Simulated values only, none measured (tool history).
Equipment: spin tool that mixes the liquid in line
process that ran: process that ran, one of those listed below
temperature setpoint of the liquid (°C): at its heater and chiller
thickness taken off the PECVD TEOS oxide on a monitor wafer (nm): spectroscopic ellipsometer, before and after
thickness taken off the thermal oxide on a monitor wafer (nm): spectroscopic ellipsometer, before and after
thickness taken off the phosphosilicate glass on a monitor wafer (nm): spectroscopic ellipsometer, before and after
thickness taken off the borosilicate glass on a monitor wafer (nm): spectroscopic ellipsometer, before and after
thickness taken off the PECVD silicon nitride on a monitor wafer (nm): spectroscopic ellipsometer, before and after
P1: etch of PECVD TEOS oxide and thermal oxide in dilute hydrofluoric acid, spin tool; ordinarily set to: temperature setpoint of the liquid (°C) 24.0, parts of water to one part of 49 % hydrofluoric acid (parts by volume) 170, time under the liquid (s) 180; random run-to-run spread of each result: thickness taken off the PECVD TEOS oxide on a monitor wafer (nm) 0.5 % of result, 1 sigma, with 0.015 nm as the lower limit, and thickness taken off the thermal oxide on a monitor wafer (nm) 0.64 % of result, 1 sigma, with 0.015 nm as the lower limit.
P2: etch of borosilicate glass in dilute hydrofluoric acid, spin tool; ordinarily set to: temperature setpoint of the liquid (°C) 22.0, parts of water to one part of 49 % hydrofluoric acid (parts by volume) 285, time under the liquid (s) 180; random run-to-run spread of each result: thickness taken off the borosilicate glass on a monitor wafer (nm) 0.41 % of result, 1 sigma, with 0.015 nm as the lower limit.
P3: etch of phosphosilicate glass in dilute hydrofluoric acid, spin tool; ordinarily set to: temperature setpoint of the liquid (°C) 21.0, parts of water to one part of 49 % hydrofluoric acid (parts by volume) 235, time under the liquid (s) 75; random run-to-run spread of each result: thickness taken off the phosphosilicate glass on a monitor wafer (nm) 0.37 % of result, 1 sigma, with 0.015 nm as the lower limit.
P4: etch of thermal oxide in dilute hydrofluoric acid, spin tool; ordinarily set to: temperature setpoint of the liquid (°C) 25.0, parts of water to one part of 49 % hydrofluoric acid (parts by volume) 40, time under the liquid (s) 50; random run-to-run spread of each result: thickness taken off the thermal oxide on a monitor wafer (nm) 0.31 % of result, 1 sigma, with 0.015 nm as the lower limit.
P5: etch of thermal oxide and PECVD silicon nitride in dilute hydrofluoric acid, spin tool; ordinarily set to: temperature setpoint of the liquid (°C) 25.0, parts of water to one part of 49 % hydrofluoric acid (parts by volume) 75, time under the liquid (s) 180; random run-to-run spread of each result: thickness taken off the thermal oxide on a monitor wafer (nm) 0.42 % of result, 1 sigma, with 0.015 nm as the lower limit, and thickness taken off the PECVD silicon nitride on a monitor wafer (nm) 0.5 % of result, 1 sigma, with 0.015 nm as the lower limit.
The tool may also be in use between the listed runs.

| run | hour | process that ran | temperature setpoint of the liquid (°C) | parts of water to one part of 49 % hydrofluoric acid (parts by volume) | time under the liquid (s) | hours since the thermometer was replaced | hours since the hydrofluoric acid flow meter was replaced | thickness taken off the PECVD TEOS oxide on a monitor wafer (nm) | thickness taken off the thermal oxide on a monitor wafer (nm) | thickness taken off the phosphosilicate glass on a monitor wafer (nm) | thickness taken off the borosilicate glass on a monitor wafer (nm) | thickness taken off the PECVD silicon nitride on a monitor wafer (nm) |
|---|---|---|---|---|---|---|---|---|---|---|---|---|
| 1 | 7.2 | P1 | 24.0 | 170 | 180 | 1547.4 | 146.9 | 10.5760 | 4.9478 |  |  |  |
| 2 | 15.4 | P1 | 19.0 | 170 | 105 | 1555.6 | 155.1 | 5.1034 | 2.3603 |  |  |  |
| 3 | 23.5 | P1 | 24.0 | 170 | 180 | 1563.7 | 163.2 | 10.4680 | 4.9013 |  |  |  |
| 4 | 30.7 | P4 | 25.0 | 40 | 50 | 1570.9 | 170.4 |  | 6.8790 |  |  |  |
| 5 | 34.9 | P3 | 17.0 | 235 | 75 | 1575.1 | 174.6 |  |  | 41.8100 |  |  |
| 6 | 38.8 | P2 | 22.0 | 475 | 180 | 1579.0 | 178.5 |  |  |  | 6.4210 |  |
| 7 | 43.9 | P3 | 21.0 | 235 | 75 | 1584.1 | 183.6 |  |  | 48.8650 |  |  |
| 8 | 47.8 | P3 | 21.0 | 410 | 75 | 1588.0 | 187.5 |  |  | 23.7320 |  |  |
| 9 | 54.4 | P4 | 25.0 | 40 | 50 | 1594.6 | 194.1 |  | 6.8451 |  |  |  |
|  | 59.1 | thermometer replaced |
| 10 | 61.1 | P5 | 20.0 | 75 | 180 | 2.0 | 200.8 |  | 9.6137 |  |  | 8.2291 |
| 11 | 69.1 | P2 | 17.0 | 285 | 180 | 10.0 | 208.8 |  |  |  | 10.5300 |  |
| 12 | 75.6 | P4 | 25.0 | 40 | 25 | 16.5 | 215.3 |  | 3.4466 |  |  |  |
| 13 | 83.7 | P4 | 33.0 | 40 | 50 | 24.6 | 223.4 |  | 9.4629 |  |  |  |
| 14 | 89.4 | P2 | 22.0 | 285 | 180 | 30.3 | 229.1 |  |  |  | 12.6250 |  |
| 15 | 97.4 | P5 | 25.0 | 25 | 180 | 38.3 | 237.1 |  | 37.6000 |  |  | 33.5790 |
| 16 | 102.3 | P2 | 22.0 | 285 | 75 | 43.2 | 242.0 |  |  |  | 5.2897 |  |
| 17 | 107.2 | P1 | 24.0 | 170 | 290 | 48.1 | 246.9 | 17.0980 | 7.8694 |  |  |  |
| 18 | 113.1 | P5 | 25.0 | 75 | 350 | 54.0 | 252.8 |  | 23.0600 |  |  | 22.5400 |
| 19 | 118.8 | P1 | 24.0 | 295 | 180 | 59.7 | 258.5 | 5.4006 | 2.5016 |  |  |  |
| 20 | 125.2 | P1 | 24.0 | 170 | 45 | 66.1 | 264.9 | 2.6510 | 1.2140 |  |  |  |
| 21 | 131.3 | P1 | 18.0 | 170 | 180 | 72.2 | 271.0 | 8.5047 | 3.8682 |  |  |  |
| 22 | 137.7 | P3 | 21.0 | 235 | 15 | 78.6 | 277.4 |  |  | 9.7911 |  |  |
| 23 | 142.8 | P1 | 24.0 | 170 | 180 | 83.7 | 282.5 | 10.6240 | 4.8681 |  |  |  |
| 24 | 146.4 | P1 | 24.0 | 170 | 180 | 87.3 | 286.1 | 10.4620 | 4.8996 |  |  |  |
| 25 | 153.0 | P4 | 25.0 | 65 | 50 | 93.9 | 292.7 |  | 4.0724 |  |  |  |
| 26 | 157.9 | P1 | 31.5 | 170 | 180 | 98.8 | 297.6 | 13.8040 | 6.3257 |  |  |  |
| 27 | 162.4 | P1 | 24.0 | 70 | 180 | 103.3 | 302.1 | 28.9450 | 13.3270 |  |  |  |
| 28 | 170.3 | P5 | 25.0 | 75 | 180 | 111.2 | 310.0 |  | 11.8260 |  |  | 11.5280 |
| 29 | 175.1 | P1 | 24.0 | 170 | 180 | 116.0 | 314.8 | 10.5280 | 4.9222 |  |  |  |
| 30 | 180.3 | P1 | 24.0 | 170 | 180 | 121.2 | 320.0 | 10.9860 | 5.1451 |  |  |  |
| 31 | 187.8 | P1 | 24.0 | 170 | 180 | 128.7 | 327.5 | 11.3650 | 5.2119 |  |  |  |
| 32 | 193.6 | P1 | 24.0 | 170 | 180 | 134.5 | 333.3 | 11.3680 | 5.2661 |  |  |  |
| 33 | 200.3 | P1 | 24.0 | 170 | 180 | 141.2 | 340.0 | 11.6260 | 5.3436 |  |  |  |
| 34 | 207.7 | P1 | 24.0 | 170 | 180 | 148.6 | 347.4 | 11.4990 | 5.2929 |  |  |  |
| 35 | 212.4 | P1 | 24.0 | 170 | 180 | 153.3 | 352.1 | 11.5750 | 5.3506 |  |  |  |
| 36 | 216.0 | P1 | 24.0 | 170 | 180 | 156.9 | 355.7 | 11.5920 | 5.3787 |  |  |  |

What P1 gives has crept off from where it sat before. The 2 causes that follow fit the log equally well, each at the size noted:
A: hydrofluoric acid flow above the setpoint (%) = 7.87
B: liquid hotter than its thermometer reads (K) = 2.41
The gradual shift began around hour 175.1.

Below are 4 check runs, each on a single wafer, with their results shown as question marks. Which of them would tell the listed causes apart, meaning the causes would give clearly different results under it?
| check 1 | 219.6 | P5 | 25.0 | 45 | 295 |  |  |  | ? |  |  | ? |
| check 2 | 219.6 | P4 | 32.0 | 65 | 50 |  |  |  | ? |  |  |  |
| check 3 | 219.6 | P3 | 17.0 | 235 | 15 |  |  |  |  | ? |  |  |
| check 4 | 219.6 | P2 | 22.0 | 285 | 80 |  |  |  |  |  | ? |  |

If the cause were each of the candidates in turn, the checks would give the following:
| check | result | if A | if B |
|---|---|---|---|
| check 1 | thickness taken off the thermal oxide on a monitor wafer (nm) | 36.2950 | 36.9430 |
| check 1 | thickness taken off the PECVD silicon nitride on a monitor wafer (nm) | 33.4830 | 36.5020 |
| check 2 | thickness taken off the thermal oxide on a monitor wafer (nm) | 5.8370 | 5.8813 |
| check 3 | thickness taken off the phosphosilicate glass on a monitor wafer (nm) | 9.1791 | 9.1977 |
| check 4 | thickness taken off the borosilicate glass on a monitor wafer (nm) | 6.1997 | 6.1362 |
Per-check spread between the two closest causes, in the result where they differ most: check 1 8.63 %; check 2 0.76 %; check 3 0.2 %; check 4 1.03 %
Check 1 distinguishes between the causes, while the remaining checks would return nearly the same result for all of them.

Here is what check 1 returned: thickness taken off the thermal oxide on a monitor wafer (nm) 36.1950; thickness taken off the PECVD silicon nitride on a monitor wafer (nm) 33.3350. Which cause is it?

Of the candidate causes, it is A: hydrofluoric acid flow above the setpoint (%).
